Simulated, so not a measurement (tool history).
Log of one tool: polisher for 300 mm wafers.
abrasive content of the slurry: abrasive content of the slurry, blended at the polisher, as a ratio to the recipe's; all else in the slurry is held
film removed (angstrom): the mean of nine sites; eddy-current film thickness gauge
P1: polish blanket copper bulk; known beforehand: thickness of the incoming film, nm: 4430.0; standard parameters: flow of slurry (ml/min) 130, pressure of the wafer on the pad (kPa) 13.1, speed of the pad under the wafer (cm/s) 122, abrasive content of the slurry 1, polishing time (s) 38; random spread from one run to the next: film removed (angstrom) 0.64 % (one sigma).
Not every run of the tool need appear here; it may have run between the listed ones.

run,hour,flow of slurry (ml/min),pressure of the wafer on the pad (kPa),speed of the pad under the wafer (cm/s),abrasive content of the slurry,polishing time (s),film removed (angstrom)
1,4.8,130,13.1,122,1,38,2413.3
2,13.9,130,13.1,186,1,38,3676.2
3,24.1,80,13.1,122,1,38,2118.5
4,31.5,130,21.4,122,1,38,3947.5
5,36.2,190,13.1,122,1,38,2572.7
6,44.3,130,13.1,122,1,38,2427.6
7,54.1,130,13.1,122,1,56,3555.1
8,64.2,130,13.1,122,1.4,38,2586.8
9,73.2,130,13.1,122,0.5,38,2076.1
# hour 76.8: slurry nozzle cleaned
10,77.8,180,13.1,122,1,46,3074.9
11,82.5,130,6.2,122,1,38,1140
12,91,130,13.1,122,1,18,1121.5
13,96.3,130,13.1,122,1,38,2437.3
14,102.7,130,13.1,88,1,38,1738.5
15,109.1,130,13.1,122,1,38,2429.6
16,113.7,80,13.1,122,1,29,1619.6
17,122.4,130,13.1,122,1,38,2410.2
18,130.3,130,13.1,122,1,38,2404.7
19,135.3,130,13.1,122,1,38,2435.3
20,142.8,130,13.1,122,1,38,2430
21,148.6,130,13.1,122,1,38,2269.1
22,155.4,130,13.1,122,1,38,2219.3
23,160.8,130,13.1,122,1,38,2158.3
# hour 165.3: slurry blender recalibrated
24,165.3,130,13.1,122,1,38,2164.4
# hour 168.9: head pressure recalibrated
25,171,130,13.1,122,1,38,2137.5
26,179.7,130,13.1,122,1,38,2149.5

What P1 gives has crept away from where it was. These 2 causes fit the log equally well, each at the size given:
A: removal rate lost through wear of the pad, % = 11.1
B: slurry flow missing at the pad, % = 37.7
Onset of the creep was near hour 142.8.
Each remaining cause and why it is not a fit:
head's pressure below its setpoint, %: was serviced at hour 168.9, once the creep was under way, yet the earlier output never came back
abrasive missing from the slurry, %: was serviced at hour 165.3, once the creep was under way, yet the earlier output never came back

Which of the 4 check runs listed below separates the causes, so that each cause would produce a clearly different result? Each run uses one wafer, and its results are marked with question marks.
check 1,188.4,130,13.1,122,0.65,38,?
check 2,188.4,85,13.1,122,1,19,?
check 3,188.4,130,6.9,122,1,38,?
check 4,188.4,130,20.7,96,1,38,?

Predicted outcomes, by check and by cause:
check,result,if A,if B
check 1,film removed (angstrom),1960,1960.8
check 2,film removed (angstrom),967.33,919.53
check 3,film removed (angstrom),1128.6,1129.1
check 4,film removed (angstrom),2664.3,2665.4
Separation of the two closest causes in each check, using whichever result separates them best: check 1 0.04 %; check 2 5.07 %; check 3 0.04 %; check 4 0.04 %
The causes can be told apart only by check 2. The other checks would give nearly the same results under each of them.

Then check 2 was run and gave: film removed (angstrom) 975.33. Which cause is it?

It was cause A: removal rate lost through wear of the pad, %.
